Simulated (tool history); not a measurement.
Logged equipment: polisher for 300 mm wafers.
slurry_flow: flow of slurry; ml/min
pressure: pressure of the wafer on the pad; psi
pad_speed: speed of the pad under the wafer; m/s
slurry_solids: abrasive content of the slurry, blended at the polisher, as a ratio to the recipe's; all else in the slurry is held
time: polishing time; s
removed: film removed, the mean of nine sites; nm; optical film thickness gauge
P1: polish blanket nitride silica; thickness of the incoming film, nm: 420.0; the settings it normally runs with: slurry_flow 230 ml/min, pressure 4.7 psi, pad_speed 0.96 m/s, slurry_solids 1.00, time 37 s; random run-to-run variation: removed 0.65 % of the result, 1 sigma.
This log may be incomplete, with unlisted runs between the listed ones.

run   hour  slurry_flow  pressure  pad_speed  slurry_solids  time  wafers polished on this pad  hours since the slurry nozzle was cleaned  hours since the head pressure was calibrated  hours since the slurry blender was calibrated  hours since the conditioning disc was replaced  removed
  1    6.2          230       4.7       0.96           1.00    37                          810                                      171.2                                         354.9                                           61.5                                           410.8   27.949
  2   11.3          230       4.7       0.48           1.00    37                          888                                      176.3                                         360.0                                           66.6                                           415.9   15.776
  3   21.0          230       4.7       0.96           1.00    17                         1038                                      186.0                                         369.7                                           76.3                                           425.6   12.859
  4   30.3          230       4.7       0.96           1.00    37                         1181                                      195.3                                         379.0                                           85.6                                           434.9   27.927
  5   37.0          230       4.7       0.96           0.75    37                         1284                                      202.0                                         385.7                                           92.3                                           441.6   24.205
  6   44.7          230       4.7       0.96           1.50    37                         1403                                      209.7                                         393.4                                          100.0                                           449.3   32.802
  7   50.1          335       4.7       0.96           1.00    37                         1486                                      215.1                                         398.8                                          105.4                                           454.7   28.888
  8   56.4          230       4.7       1.32           1.00    37                         1583                                      221.4                                         405.1                                          111.7                                           461.0   36.081
  9   66.6          230       4.7       0.96           1.00    37                         1740                                      231.6                                         415.3                                          121.9                                           471.2   27.931
 10   76.1          140       4.7       0.96           1.00    37                         1887                                      241.1                                         424.8                                          131.4                                           480.7   25.830
 11   84.4          230       4.7       0.96           1.00    37                         2015                                      249.4                                         433.1                                          139.7                                           489.0   27.875
 12   91.0          230       4.7       0.96           1.00    49                         2116                                      256.0                                         439.7                                          146.3                                           495.6   36.651
 13   97.4          230       2.2       0.96           1.00    37                         2215                                      262.4                                         446.1                                          152.7                                           502.0   12.899
 14  104.1          230       4.7       0.96           1.00    37                         2318                                      269.1                                         452.8                                          159.4                                           508.7   28.081
 15  112.6          300       4.7       0.96           1.40    37                         2449                                      277.6                                         461.3                                          167.9                                           517.2   32.669
 16  119.3          230       4.7       0.96           1.00    37                         2552                                      284.3                                         468.0                                          174.6                                           523.9   27.616
 17  127.4          230       7.1       0.96           1.00    37                         2677                                      292.4                                         476.1                                          182.7                                           532.0   41.491
 18  133.2          230       4.7       0.96           1.00    37                         2767                                      298.2                                         481.9                                          188.5                                           537.8   27.316
 19  140.2          230       4.7       0.96           1.00    37                         2875                                      305.2                                         488.9                                          195.5                                           544.8   26.776
 20  147.0          230       4.7       0.96           1.00    37                         2979                                      312.0                                         495.7                                          202.3                                           551.6   26.271
 21  153.8          230       4.7       0.96           1.00    37                         3084                                      318.8                                         502.5                                          209.1                                           558.4   25.680
 22  159.0          230       4.7       0.96           1.00    37                         3164                                      324.0                                         507.7                                          214.3                                           563.6   25.610
 23  166.4          230       4.7       0.96           1.00    37                         3278                                      331.4                                         515.1                                          221.7                                           571.0   24.871
     172.2  -- conditioning disc replaced and pad reconditioned
 24  175.6          230       4.7       0.96           1.00    37                         3420                                      340.6                                         524.3                                          230.9                                             3.4   24.420
     179.1  -- slurry nozzle cleaned
 25  181.3          230       4.7       0.96           1.00    37                         3508                                        2.2                                         530.0                                          236.6                                             9.1   24.260
 26  186.3          230       4.7       0.96           1.00    37                         3585                                        7.2                                         535.0                                          241.6                                            14.1   24.166
     193.0  -- head pressure recalibrated
 27  196.0          230       4.7       0.96           1.00    37                         3734                                       16.9                                           3.1                                          251.3                                            23.8   24.195
 28  205.0          230       4.7       0.96           1.00    37                         3873                                       25.9                                          12.1                                          260.3                                            32.8   24.329

Predict the results of run 29:
 29  214.3          230       4.7       0.96           1.00    37                         4016                                       35.2                                          21.4                                          269.6                                            42.1        ?

removed: 24.378 nm

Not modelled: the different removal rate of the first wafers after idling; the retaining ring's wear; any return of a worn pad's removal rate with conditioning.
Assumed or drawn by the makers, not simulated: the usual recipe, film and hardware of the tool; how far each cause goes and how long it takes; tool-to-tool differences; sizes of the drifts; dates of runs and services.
